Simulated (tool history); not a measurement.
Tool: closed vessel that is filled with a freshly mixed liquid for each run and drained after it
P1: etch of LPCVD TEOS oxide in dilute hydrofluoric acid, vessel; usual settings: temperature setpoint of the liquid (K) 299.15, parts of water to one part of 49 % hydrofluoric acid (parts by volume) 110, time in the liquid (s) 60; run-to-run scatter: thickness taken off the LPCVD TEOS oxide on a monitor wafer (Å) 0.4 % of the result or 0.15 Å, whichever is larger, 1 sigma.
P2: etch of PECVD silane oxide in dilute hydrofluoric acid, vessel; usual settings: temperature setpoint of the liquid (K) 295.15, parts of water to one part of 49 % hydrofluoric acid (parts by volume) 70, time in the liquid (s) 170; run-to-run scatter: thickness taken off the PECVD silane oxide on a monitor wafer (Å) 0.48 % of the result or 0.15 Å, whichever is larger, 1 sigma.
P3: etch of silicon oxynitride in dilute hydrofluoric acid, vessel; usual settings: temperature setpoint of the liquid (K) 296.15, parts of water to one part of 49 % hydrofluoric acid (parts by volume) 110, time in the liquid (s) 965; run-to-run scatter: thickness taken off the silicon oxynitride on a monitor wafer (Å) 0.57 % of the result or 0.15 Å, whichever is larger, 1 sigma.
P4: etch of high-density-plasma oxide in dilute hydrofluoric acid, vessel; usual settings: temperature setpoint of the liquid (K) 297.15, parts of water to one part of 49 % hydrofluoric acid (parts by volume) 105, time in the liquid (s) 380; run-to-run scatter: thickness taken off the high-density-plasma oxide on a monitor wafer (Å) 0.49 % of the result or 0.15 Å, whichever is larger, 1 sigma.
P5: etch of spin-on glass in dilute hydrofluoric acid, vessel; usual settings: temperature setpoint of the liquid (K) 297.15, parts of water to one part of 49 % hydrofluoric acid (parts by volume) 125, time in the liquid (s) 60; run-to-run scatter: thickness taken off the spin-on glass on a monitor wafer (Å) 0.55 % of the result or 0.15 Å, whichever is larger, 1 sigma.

run   hour  process that ran  temperature setpoint of the liquid (K)  parts of water to one part of 49 % hydrofluoric acid (parts by volume)  time in the liquid (s)  thickness taken off the LPCVD TEOS oxide on a monitor wafer (Å)  thickness taken off the high-density-plasma oxide on a monitor wafer (Å)  thickness taken off the PECVD silane oxide on a monitor wafer (Å)  thickness taken off the spin-on glass on a monitor wafer (Å)  thickness taken off the silicon oxynitride on a monitor wafer (Å)
  1    9.4                P1                                  299.15                                                                     110                      60                                                          290.690
  2   17.5                P1                                  299.15                                                                     110                      30                                                          146.690
  3   26.8                P4                                  297.15                                                                     105                     380                                                                                                                                    185.200
  4   35.2                P2                                  295.15                                                                      70                     170                                                                                                                                                                                                        435.49
  5   42.5                P5                                  297.15                                                                     125                      60                                                                                                                                                                                                                                                                     148.610
  6   52.5                P4                                  290.15                                                                     105                     380                                                                                                                                    139.360
      60.5  -- thermometer replaced
  7   61.8                P1                                  306.15                                                                     110                     105                                                          661.950
  8   75.4                P3                                  290.15                                                                     110                     965                                                                                                                                                                                                                                                                                                                                         292.78
  9   83.6                P2                                  295.15                                                                      70                     170                                                                                                                                                                                                        431.34
 10   90.1                P1                                  295.15                                                                     110                      60                                                          249.420
 11  102.0                P1                                  299.15                                                                     110                      60                                                          291.400
 12  112.7                P2                                  295.15                                                                      70                     325                                                                                                                                                                                                        829.63
 13  119.0                P1                                  299.15                                                                     110                      60                                                          293.290
 14  127.3                P1                                  299.15                                                                     180                      30                                                           82.692
 15  136.4                P2                                  290.15                                                                      70                     170                                                                                                                                                                                                        351.33
 16  144.6                P4                                  297.15                                                                     105                     380                                                                                                                                    186.730
 17  153.7                P1                                  299.15                                                                     110                      90                                                          437.990
 18  160.4                P3                                  296.15                                                                     110                     965                                                                                                                                                                                                                                                                                                                                         396.39
 19  174.3                P5                                  297.15                                                                     125                      60                                                                                                                                                                                                                                                                     147.770
 20  182.7                P5                                  291.15                                                                     125                      60                                                                                                                                                                                                                                                                     115.720
 21  193.1                P1                                  299.15                                                                     110                      60                                                          290.730
 22  201.3                P2                                  295.15                                                                     115                     170                                                                                                                                                                                                        250.86
 23  208.1                P5                                  297.15                                                                     125                     110                                                                                                                                                                                                                                                                     272.450
 24  217.9                P3                                  296.15                                                                     110                    1750                                                                                                                                                                                                                                                                                                                                         708.87
 25  229.7                P3                                  296.15                                                                     160                     965                                                                                                                                                                                                                                                                                                                                         259.97
 26  236.6                P1                                  292.65                                                                      30                      60                                                          912.990
 27  243.7                P4                                  297.15                                                                     105                      75                                                                                                                                     37.062
 28  255.1                P4                                  297.15                                                                     180                     380                                                                                                                                     98.656
 29  262.9                P5                                  297.15                                                                     195                      60                                                                                                                                                                                                                                                                      88.462
 30  275.9                P1                                  305.65                                                                     110                      60                                                          371.860
 31  290.1                P1                                  299.15                                                                      70                      60                                                          482.930
 32  300.2                P1                                  299.15                                                                     155                      60                                                          196.010
 33  313.6                P1                                  299.15                                                                     110                      60                                                          290.710
 34  324.6                P1                                  299.15                                                                     110                      60                                                          294.130
 35  336.5                P1                                  299.15                                                                     110                      60                                                          300.250
 36  350.0                P1                                  299.15                                                                     110                      60                                                          307.460
 37  360.3                P1                                  299.15                                                                     110                      60                                                          310.360
 38  366.5                P1                                  299.15                                                                     110                      60                                                          311.080
 39  376.7                P1                                  299.15                                                                     110                      60                                                          313.890
 40  387.9                P1                                  299.15                                                                     110                      60                                                          314.720
 41  401.7                P1                                  299.15                                                                     110                      60                                                          319.710
 42  415.3                P1                                  299.15                                                                     110                      60                                                          316.550
 43  423.9                P1                                  299.15                                                                     110                      60                                                          315.140

What P1 gives has crept away from where it was. These 2 causes fit the log equally well, each at the size given:
A: hydrofluoric acid flow above the setpoint (%) = 7.71
B: liquid hotter than its thermometer reads (K) = 2.21
The creep began at about hour 324.6.

4 check runs are offered, each on 2 wafers whose results are averaged, their results left as question marks. Which one tells the causes apart?
check 1  432.5                P2                                  295.15                                                                     100                     170                                                                                                                                                                                                             ?
check 2  432.5                P3                                  290.15                                                                     110                    1480                                                                                                                                                                                                                                                                                                                                              ?
check 3  432.5                P4                                  290.15                                                                     170                     380                                                                                                                                          ?
check 4  432.5                P5                                  294.15                                                                     125                     105                                                                                                                                                                                                                                                                           ?

What each check would give under each cause:
  check                                                                    result     if A     if B
check 1         thickness taken off the PECVD silane oxide on a monitor wafer (Å)   317.21   318.97
check 2         thickness taken off the silicon oxynitride on a monitor wafer (Å)   486.77   501.62
check 3  thickness taken off the high-density-plasma oxide on a monitor wafer (Å)   88.368   88.608
check 4              thickness taken off the spin-on glass on a monitor wafer (Å)  250.910  251.750
How far apart the two closest causes lie, in the result that separates them most: check 1 0.55 %; check 2 3 %; check 3 0.27 %; check 4 0.33 %
Check 2 tells the causes apart: in the others they would give nearly the same result.

Then check 2 was run and gave: thickness taken off the silicon oxynitride on a monitor wafer (Å) 498.24. Which cause is it?

It is B: liquid hotter than its thermometer reads (K).

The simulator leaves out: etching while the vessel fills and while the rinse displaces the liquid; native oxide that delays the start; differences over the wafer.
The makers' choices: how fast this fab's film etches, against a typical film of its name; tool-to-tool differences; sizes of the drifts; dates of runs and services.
